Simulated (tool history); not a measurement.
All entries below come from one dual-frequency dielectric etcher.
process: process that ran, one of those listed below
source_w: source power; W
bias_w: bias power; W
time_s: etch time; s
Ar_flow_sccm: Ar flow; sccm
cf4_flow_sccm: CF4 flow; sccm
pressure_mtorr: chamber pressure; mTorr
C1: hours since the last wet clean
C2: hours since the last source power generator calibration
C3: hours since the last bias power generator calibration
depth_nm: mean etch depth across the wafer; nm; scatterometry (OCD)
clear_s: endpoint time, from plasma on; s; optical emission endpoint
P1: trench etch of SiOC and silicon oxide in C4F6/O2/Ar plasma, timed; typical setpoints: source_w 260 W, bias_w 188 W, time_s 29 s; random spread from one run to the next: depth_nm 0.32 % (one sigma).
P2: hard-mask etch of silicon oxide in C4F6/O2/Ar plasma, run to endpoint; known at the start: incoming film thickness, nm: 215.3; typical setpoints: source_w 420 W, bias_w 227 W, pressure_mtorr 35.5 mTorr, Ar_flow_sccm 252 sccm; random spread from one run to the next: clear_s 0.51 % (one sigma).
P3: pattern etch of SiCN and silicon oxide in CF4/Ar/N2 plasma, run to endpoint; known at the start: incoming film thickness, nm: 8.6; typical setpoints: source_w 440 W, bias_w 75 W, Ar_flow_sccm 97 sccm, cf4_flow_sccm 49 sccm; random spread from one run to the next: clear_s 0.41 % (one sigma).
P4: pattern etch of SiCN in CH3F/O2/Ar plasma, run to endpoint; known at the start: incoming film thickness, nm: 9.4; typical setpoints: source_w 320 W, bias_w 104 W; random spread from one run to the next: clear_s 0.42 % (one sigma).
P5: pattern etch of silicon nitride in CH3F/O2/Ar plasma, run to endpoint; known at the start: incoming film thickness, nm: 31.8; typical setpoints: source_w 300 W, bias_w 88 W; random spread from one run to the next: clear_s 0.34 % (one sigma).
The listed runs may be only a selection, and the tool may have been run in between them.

run 1 day=0.667 | process=P1 source_w=260 bias_w=188 time_s=29 | C1=219.2 C2=490 C3=1208.5 | depth_nm=46.187
run 2 day=1.117 | process=P4 source_w=320 bias_w=71 | C1=230 C2=500.8 C3=1219.3 | clear_s=27.048
run 3 day=1.858 | process=P1 source_w=260 bias_w=188 time_s=29 | C1=247.8 C2=518.6 C3=1237.1 | depth_nm=46.209
run 4 day=2.212 | process=P3 source_w=440 bias_w=46 Ar_flow_sccm=97 cf4_flow_sccm=49 | C1=256.3 C2=527.1 C3=1245.6 | clear_s=12.132
run 5 day=2.746 | process=P4 source_w=320 bias_w=104 | C1=269.1 C2=539.9 C3=1258.4 | clear_s=23.269
run 6 day=3.188 | process=P4 source_w=230 bias_w=104 | C1=279.7 C2=550.5 C3=1269 | clear_s=26.425
run 7 day=3.554 | process=P4 source_w=320 bias_w=104 | C1=288.5 C2=559.3 C3=1277.8 | clear_s=23.437
run 8 day=3.954 | process=P5 source_w=300 bias_w=88 | C1=298.1 C2=568.9 C3=1287.4 | clear_s=47.827
run 9 day=4.425 | process=P2 source_w=420 bias_w=227 Ar_flow_sccm=171 pressure_mtorr=35.5 | C1=309.4 C2=580.2 C3=1298.7 | clear_s=58.061
run 10 day=5.146 | process=P1 source_w=260 bias_w=188 time_s=29 | C1=326.7 C2=597.5 C3=1316 | depth_nm=46.277
run 11 day=5.717 | process=P3 source_w=440 bias_w=75 Ar_flow_sccm=97 cf4_flow_sccm=60 | C1=340.4 C2=611.2 C3=1329.7 | clear_s=9.9838
run 12 day=6.258 | process=P1 source_w=260 bias_w=266 time_s=29 | C1=353.4 C2=624.2 C3=1342.7 | depth_nm=52.181
run 13 day=6.621 | process=P2 source_w=420 bias_w=318 Ar_flow_sccm=252 pressure_mtorr=35.5 | C1=362.1 C2=632.9 C3=1351.4 | clear_s=54.699
run 14 day=7.296 | process=P1 source_w=350 bias_w=188 time_s=29 | C1=378.3 C2=649.1 C3=1367.6 | depth_nm=51.969
run 15 day=7.988 | process=P5 source_w=220 bias_w=88 | C1=394.9 C2=665.7 C3=1384.2 | clear_s=53.865
run 16 day=8.479 | process=P2 source_w=420 bias_w=227 Ar_flow_sccm=252 pressure_mtorr=47.5 | C1=406.7 C2=677.5 C3=1396 | clear_s=62.997
run 17 day=8.992 | process=P1 source_w=260 bias_w=127 time_s=29 | C1=419 C2=689.8 C3=1408.3 | depth_nm=40.77
run 18 day=9.538 | process=P1 source_w=350 bias_w=188 time_s=18.5 | C1=432.1 C2=702.9 C3=1421.4 | depth_nm=33.203
run 19 day=10.038 | process=P2 source_w=420 bias_w=227 Ar_flow_sccm=252 pressure_mtorr=35.5 | C1=444.1 C2=714.9 C3=1433.4 | clear_s=61.067
run 20 day=10.483 | process=P3 source_w=440 bias_w=75 Ar_flow_sccm=117 cf4_flow_sccm=49 | C1=454.8 C2=725.6 C3=1444.1 | clear_s=10.609
run 21 day=11.1 | process=P1 source_w=260 bias_w=188 time_s=29 | C1=469.6 C2=740.4 C3=1458.9 | depth_nm=46.082
run 22 day=11.442 | process=P2 source_w=570 bias_w=227 Ar_flow_sccm=252 pressure_mtorr=35.5 | C1=477.8 C2=748.6 C3=1467.1 | clear_s=54.339
run 23 day=12.017 | process=P1 source_w=260 bias_w=188 time_s=29 | C1=491.6 C2=762.4 C3=1480.9 | depth_nm=46.274
run 24 day=12.762 | process=P5 source_w=300 bias_w=124 | C1=509.5 C2=780.3 C3=1498.8 | clear_s=42.298
run 25 day=13.258 | process=P3 source_w=440 bias_w=75 Ar_flow_sccm=97 cf4_flow_sccm=49 | C1=521.4 C2=792.2 C3=1510.7 | clear_s=10.261
run 26 day=13.7 | process=P1 source_w=260 bias_w=188 time_s=43 | C1=532 C2=802.8 C3=1521.3 | depth_nm=68.499
run 27 day=14.371 | process=P3 source_w=280 bias_w=75 Ar_flow_sccm=97 cf4_flow_sccm=49 | C1=548.1 C2=818.9 C3=1537.4 | clear_s=15.25
run 28 day=15.008 | process=P2 source_w=420 bias_w=227 Ar_flow_sccm=252 pressure_mtorr=35.5 | C1=563.4 C2=834.2 C3=1552.7 | clear_s=60.96
run 29 day=15.379 | process=P1 source_w=210 bias_w=188 time_s=29 | C1=572.3 C2=843.1 C3=1561.6 | depth_nm=42.756
run 30 day=15.754 | process=P1 source_w=260 bias_w=188 time_s=18 | C1=581.3 C2=852.1 C3=1570.6 | depth_nm=28.69
run 31 day=16.221 | process=P1 source_w=260 bias_w=188 time_s=29 | C1=592.5 C2=863.3 C3=1581.8 | depth_nm=45.943
run 32 day=16.796 | process=P1 source_w=260 bias_w=188 time_s=29 | C1=606.3 C2=877.1 C3=1595.6 | depth_nm=46.18
run 33 day=17.346 | process=P1 source_w=260 bias_w=188 time_s=29 | C1=619.5 C2=890.3 C3=1608.8 | depth_nm=46.533
run 34 day=18.046 | process=P1 source_w=260 bias_w=188 time_s=29 | C1=636.3 C2=907.1 C3=1625.6 | depth_nm=46.941
-- day=18.762 wet clean of the chamber
run 35 day=18.788 | process=P1 source_w=260 bias_w=188 time_s=29 | C1=0.7 C2=924.9 C3=1643.4 | depth_nm=47.077
run 36 day=19.379 | process=P1 source_w=260 bias_w=188 time_s=29 | C1=14.9 C2=939.1 C3=1657.6 | depth_nm=46.84
run 37 day=19.754 | process=P1 source_w=260 bias_w=188 time_s=29 | C1=23.9 C2=948.1 C3=1666.6 | depth_nm=47.186

What P1 gives has crept away from where it was. These 2 causes fit the log equally well, each at the size given:
A: bias power that arrives over what is set, % = 4.96
B: source power that arrives over what is set, % = 4.25
The creep began at about day 16.221.
Every other cause this tool's parts could produce, and why it does not fit the log:
chamber walls in a state that raises the etch rate, %: its service at day 18.762 followed the start of the drift and did not put the process back to its old value

4 check runs are offered, each on 2 wafers whose results are averaged, their results left as question marks. Which one tells the causes apart?
run check 1 day=20.129 | process=P2 source_w=420 bias_w=227 Ar_flow_sccm=184 pressure_mtorr=35.5 | clear_s=?
run check 2 day=20.129 | process=P5 source_w=230 bias_w=118 | clear_s=?
run check 3 day=20.129 | process=P4 source_w=320 bias_w=72 | clear_s=?
run check 4 day=20.129 | process=P3 source_w=440 bias_w=52 Ar_flow_sccm=97 cf4_flow_sccm=49 | clear_s=?

Predicted outcomes, by check and by cause:
check=check_1 result=clear_s if_A=57.978 if_B=57.981
check=check_2 result=clear_s if_A=46.617 if_B=46.791
check=check_3 result=clear_s if_A=26.351 if_B=26.402
check=check_4 result=clear_s if_A=11.488 if_B=11.253
Smallest distance between any two causes, each pair judged by its most separating result, in per cent: check 1 0 %; check 2 0.37 %; check 3 0.19 %; check 4 2.07 %
Of the check runs offered, only check 4 discriminates between the causes; the rest would read about the same regardless of which cause applies.

With check 4 done, the readings were: clear_s 11.475 s. Identify which of the listed causes applies.

It was cause A: bias power that arrives over what is set, %.
